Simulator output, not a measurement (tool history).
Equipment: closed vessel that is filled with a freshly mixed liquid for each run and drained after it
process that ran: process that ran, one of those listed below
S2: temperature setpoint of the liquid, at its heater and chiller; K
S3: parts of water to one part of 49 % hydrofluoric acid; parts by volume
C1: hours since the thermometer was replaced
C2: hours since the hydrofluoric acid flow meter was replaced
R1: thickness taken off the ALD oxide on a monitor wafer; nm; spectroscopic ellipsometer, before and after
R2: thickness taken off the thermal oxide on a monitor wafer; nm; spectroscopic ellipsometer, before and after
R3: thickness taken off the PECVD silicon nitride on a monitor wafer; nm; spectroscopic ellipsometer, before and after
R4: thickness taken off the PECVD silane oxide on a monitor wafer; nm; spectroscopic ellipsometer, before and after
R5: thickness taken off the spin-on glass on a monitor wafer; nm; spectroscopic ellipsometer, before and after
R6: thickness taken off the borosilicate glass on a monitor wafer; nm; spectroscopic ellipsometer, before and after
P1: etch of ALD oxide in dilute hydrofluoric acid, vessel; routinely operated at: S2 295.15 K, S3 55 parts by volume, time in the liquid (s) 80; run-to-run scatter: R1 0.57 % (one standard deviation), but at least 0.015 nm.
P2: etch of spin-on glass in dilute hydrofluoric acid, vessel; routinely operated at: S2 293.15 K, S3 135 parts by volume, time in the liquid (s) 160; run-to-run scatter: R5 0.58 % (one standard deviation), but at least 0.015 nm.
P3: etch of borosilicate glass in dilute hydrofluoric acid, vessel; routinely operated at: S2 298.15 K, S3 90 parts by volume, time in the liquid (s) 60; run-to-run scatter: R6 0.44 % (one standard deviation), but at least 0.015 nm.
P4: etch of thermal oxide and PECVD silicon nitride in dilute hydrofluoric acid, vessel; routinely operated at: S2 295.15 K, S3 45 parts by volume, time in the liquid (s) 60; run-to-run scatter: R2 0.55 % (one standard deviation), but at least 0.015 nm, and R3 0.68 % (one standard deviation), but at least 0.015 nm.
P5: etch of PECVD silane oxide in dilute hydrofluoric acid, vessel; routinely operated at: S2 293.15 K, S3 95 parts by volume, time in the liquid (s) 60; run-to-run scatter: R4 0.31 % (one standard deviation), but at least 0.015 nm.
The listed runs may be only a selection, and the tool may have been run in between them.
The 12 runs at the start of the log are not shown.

{"run": 13, "hour": 75.7, "process that ran": "P5", "S2": 293.15, "S3": 50, "time in the liquid (s)": 60, "C1": 1344.2, "C2": 1279.2, "R4": 27.992}
{"run": 14, "hour": 84.0, "process that ran": "P1", "S2": 295.15, "S3": 30, "time in the liquid (s)": 80, "C1": 1352.5, "C2": 1287.5, "R1": 63.431}
{"run": 15, "hour": 90.9, "process that ran": "P5", "S2": 293.15, "S3": 95, "time in the liquid (s)": 60, "C1": 1359.4, "C2": 1294.4, "R4": 14.071}
{"run": 16, "hour": 96.3, "process that ran": "P3", "S2": 298.15, "S3": 50, "time in the liquid (s)": 60, "C1": 1364.8, "C2": 1299.8, "R6": 62.683}
{"run": 17, "hour": 100.6, "process that ran": "P2", "S2": 293.15, "S3": 35, "time in the liquid (s)": 160, "C1": 1369.1, "C2": 1304.1, "R5": 202.67}
{"run": 18, "hour": 108.8, "process that ran": "P1", "S2": 295.15, "S3": 55, "time in the liquid (s)": 140, "C1": 1377.3, "C2": 1312.3, "R1": 58.309}
{"run": 19, "hour": 115.9, "process that ran": "P1", "S2": 291.15, "S3": 55, "time in the liquid (s)": 80, "C1": 1384.4, "C2": 1319.4, "R1": 28.002}
{"run": 20, "hour": 124.8, "process that ran": "P1", "S2": 295.15, "S3": 95, "time in the liquid (s)": 80, "C1": 1393.3, "C2": 1328.3, "R1": 18.275}
{"hour": 127.2, "done": "hydrofluoric acid flow meter replaced"}
{"run": 21, "hour": 131.3, "process that ran": "P1", "S2": 299.15, "S3": 55, "time in the liquid (s)": 80, "C1": 1399.8, "C2": 4.1, "R1": 39.162}
{"run": 22, "hour": 136.7, "process that ran": "P4", "S2": 295.15, "S3": 65, "time in the liquid (s)": 60, "C1": 1405.2, "C2": 9.5, "R2": 4.2321, "R3": 2.4219}
{"run": 23, "hour": 141.7, "process that ran": "P3", "S2": 292.65, "S3": 90, "time in the liquid (s)": 60, "C1": 1410.2, "C2": 14.5, "R6": 26.632}

Run 24 is up next; what results do you expect?
{"run": 24, "hour": 149.4, "process that ran": "P5", "S2": 293.15, "S3": 95, "time in the liquid (s)": 30, "C1": 1417.9, "C2": 22.2, "R4": "?"}

Run 24 gave R4 7.034 nm.
